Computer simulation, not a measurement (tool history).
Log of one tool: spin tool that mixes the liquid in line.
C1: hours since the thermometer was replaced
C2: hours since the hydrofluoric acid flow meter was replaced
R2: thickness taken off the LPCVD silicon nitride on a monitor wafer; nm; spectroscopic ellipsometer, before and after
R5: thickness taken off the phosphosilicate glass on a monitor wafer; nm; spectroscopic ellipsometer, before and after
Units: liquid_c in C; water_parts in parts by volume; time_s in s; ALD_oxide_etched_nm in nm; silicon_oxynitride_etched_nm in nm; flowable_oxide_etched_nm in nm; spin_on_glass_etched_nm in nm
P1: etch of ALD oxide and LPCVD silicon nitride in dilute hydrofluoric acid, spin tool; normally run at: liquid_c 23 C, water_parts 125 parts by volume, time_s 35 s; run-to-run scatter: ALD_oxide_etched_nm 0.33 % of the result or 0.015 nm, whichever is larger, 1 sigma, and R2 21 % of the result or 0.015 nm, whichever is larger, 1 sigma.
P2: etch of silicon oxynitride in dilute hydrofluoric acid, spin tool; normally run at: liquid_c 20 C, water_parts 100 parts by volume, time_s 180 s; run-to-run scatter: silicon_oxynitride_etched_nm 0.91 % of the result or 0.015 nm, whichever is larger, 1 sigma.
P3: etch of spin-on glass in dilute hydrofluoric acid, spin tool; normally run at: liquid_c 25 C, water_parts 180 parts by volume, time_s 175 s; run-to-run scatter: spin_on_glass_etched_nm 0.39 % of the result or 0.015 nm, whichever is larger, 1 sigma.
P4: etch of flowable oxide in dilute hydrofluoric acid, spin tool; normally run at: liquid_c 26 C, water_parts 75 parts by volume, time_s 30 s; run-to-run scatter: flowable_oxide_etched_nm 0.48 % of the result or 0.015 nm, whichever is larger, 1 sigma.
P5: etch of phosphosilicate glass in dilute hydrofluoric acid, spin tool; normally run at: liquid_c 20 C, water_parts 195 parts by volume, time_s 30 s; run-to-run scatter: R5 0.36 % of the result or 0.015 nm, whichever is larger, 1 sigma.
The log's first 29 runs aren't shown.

run 30 hour=426 | process=P1 liquid_c=23 water_parts=125 time_s=60 | C1=698.6 C2=587.4 | ALD_oxide_etched_nm=13.882 R2=0.24061
run 31 hour=439.3 | process=P2 liquid_c=20 water_parts=100 time_s=180 | C1=711.9 C2=600.7 | silicon_oxynitride_etched_nm=3.1321
run 32 hour=448 | process=P2 liquid_c=20 water_parts=30 time_s=180 | C1=720.6 C2=609.4 | silicon_oxynitride_etched_nm=11.138
run 33 hour=461.9 | process=P5 liquid_c=20 water_parts=195 time_s=30 | C1=734.5 C2=623.3 | R5=20.266
run 34 hour=471.3 | process=P1 liquid_c=23 water_parts=125 time_s=35 | C1=743.9 C2=632.7 | ALD_oxide_etched_nm=8.0688 R2=0.11046
run 35 hour=486.3 | process=P1 liquid_c=23 water_parts=125 time_s=35 | C1=758.9 C2=647.7 | ALD_oxide_etched_nm=8.333 R2=0.11109
run 36 hour=498.4 | process=P1 liquid_c=23 water_parts=125 time_s=35 | C1=771 C2=659.8 | ALD_oxide_etched_nm=8.4973 R2=0.099282
run 37 hour=517.2 | process=P1 liquid_c=23 water_parts=125 time_s=35 | C1=789.8 C2=678.6 | ALD_oxide_etched_nm=8.6288 R2=0.12402
run 38 hour=535.8 | process=P1 liquid_c=23 water_parts=125 time_s=35 | C1=808.4 C2=697.2 | ALD_oxide_etched_nm=8.7435 R2=0.10134
run 39 hour=544.7 | process=P1 liquid_c=23 water_parts=125 time_s=35 | C1=817.3 C2=706.1 | ALD_oxide_etched_nm=8.7803 R2=0.13766
run 40 hour=553 | process=P1 liquid_c=23 water_parts=125 time_s=35 | C1=825.6 C2=714.4 | ALD_oxide_etched_nm=8.7637 R2=0.14917

Forecast run 41:
run 41 hour=562.7 | process=P1 liquid_c=23 water_parts=125 time_s=35 | C1=835.3 C2=724.1 | ALD_oxide_etched_nm=? R2=?

Run 41 gave ALD_oxide_etched_nm 8.8308 nm, R2 0.16658 nm.
